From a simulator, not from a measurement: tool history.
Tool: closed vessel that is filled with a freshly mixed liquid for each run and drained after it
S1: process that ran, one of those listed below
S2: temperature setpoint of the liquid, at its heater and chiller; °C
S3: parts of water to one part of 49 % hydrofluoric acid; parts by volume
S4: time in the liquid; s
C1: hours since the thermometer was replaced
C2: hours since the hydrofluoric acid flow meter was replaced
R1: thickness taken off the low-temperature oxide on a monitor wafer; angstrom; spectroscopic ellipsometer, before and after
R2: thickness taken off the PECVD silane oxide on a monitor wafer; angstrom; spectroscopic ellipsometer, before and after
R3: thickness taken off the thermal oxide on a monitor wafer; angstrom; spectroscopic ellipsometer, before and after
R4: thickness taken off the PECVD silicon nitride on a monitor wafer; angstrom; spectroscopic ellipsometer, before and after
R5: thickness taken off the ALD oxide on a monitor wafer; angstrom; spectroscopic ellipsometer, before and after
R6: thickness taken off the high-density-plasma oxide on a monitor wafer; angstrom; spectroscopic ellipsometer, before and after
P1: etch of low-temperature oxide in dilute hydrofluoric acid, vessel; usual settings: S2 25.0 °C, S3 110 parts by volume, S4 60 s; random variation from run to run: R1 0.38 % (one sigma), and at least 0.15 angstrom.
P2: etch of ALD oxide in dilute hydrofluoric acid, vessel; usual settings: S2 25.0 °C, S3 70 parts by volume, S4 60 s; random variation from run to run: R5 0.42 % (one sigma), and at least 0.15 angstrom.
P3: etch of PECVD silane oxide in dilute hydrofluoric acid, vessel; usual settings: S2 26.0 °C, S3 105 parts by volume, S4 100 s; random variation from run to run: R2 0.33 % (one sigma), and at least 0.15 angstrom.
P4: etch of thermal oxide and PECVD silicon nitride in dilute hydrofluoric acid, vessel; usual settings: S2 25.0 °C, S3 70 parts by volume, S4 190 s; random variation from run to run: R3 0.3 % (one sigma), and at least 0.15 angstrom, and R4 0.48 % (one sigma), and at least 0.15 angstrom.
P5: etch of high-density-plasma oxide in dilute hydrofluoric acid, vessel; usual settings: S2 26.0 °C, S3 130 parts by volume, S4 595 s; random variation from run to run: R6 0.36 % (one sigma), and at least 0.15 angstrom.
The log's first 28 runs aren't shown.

{"run": 29, "hour": 145.7, "S1": "P5", "S2": 26.0, "S3": 130, "S4": 595, "C1": 749.9, "C2": 645.4, "R6": 295.29}
{"run": 30, "hour": 151.8, "S1": "P1", "S2": 25.0, "S3": 40, "S4": 60, "C1": 756.0, "C2": 651.5, "R1": 425.91}
{"run": 31, "hour": 155.6, "S1": "P5", "S2": 26.0, "S3": 130, "S4": 595, "C1": 759.8, "C2": 655.3, "R6": 293.19}
{"run": 32, "hour": 160.0, "S1": "P2", "S2": 25.0, "S3": 70, "S4": 60, "C1": 764.2, "C2": 659.7, "R5": 116.71}
{"run": 33, "hour": 165.6, "S1": "P2", "S2": 25.0, "S3": 40, "S4": 60, "C1": 769.8, "C2": 665.3, "R5": 211.67}
{"run": 34, "hour": 171.1, "S1": "P2", "S2": 30.5, "S3": 70, "S4": 60, "C1": 775.3, "C2": 670.8, "R5": 144.89}
{"run": 35, "hour": 174.1, "S1": "P1", "S2": 25.0, "S3": 110, "S4": 60, "C1": 778.3, "C2": 673.8, "R1": 140.41}
{"run": 36, "hour": 179.5, "S1": "P1", "S2": 25.0, "S3": 110, "S4": 60, "C1": 783.7, "C2": 679.2, "R1": 144.71}
{"run": 37, "hour": 183.4, "S1": "P1", "S2": 25.0, "S3": 110, "S4": 60, "C1": 787.6, "C2": 683.1, "R1": 147.15}
{"run": 38, "hour": 186.8, "S1": "P1", "S2": 25.0, "S3": 110, "S4": 60, "C1": 791.0, "C2": 686.5, "R1": 148.06}
{"run": 39, "hour": 190.6, "S1": "P1", "S2": 25.0, "S3": 110, "S4": 60, "C1": 794.8, "C2": 690.3, "R1": 148.67}
{"run": 40, "hour": 197.0, "S1": "P1", "S2": 25.0, "S3": 110, "S4": 60, "C1": 801.2, "C2": 696.7, "R1": 149.32}
{"run": 41, "hour": 200.2, "S1": "P1", "S2": 25.0, "S3": 110, "S4": 60, "C1": 804.4, "C2": 699.9, "R1": 148.5}
{"run": 42, "hour": 205.1, "S1": "P1", "S2": 25.0, "S3": 110, "S4": 60, "C1": 809.3, "C2": 704.8, "R1": 150.05}

Run 43 comes next. What will it give?
{"run": 43, "hour": 211.6, "S1": "P1", "S2": 25.0, "S3": 110, "S4": 60, "C1": 815.8, "C2": 711.3, "R1": "?"}

{"run 43": {"R1": 150.76}}
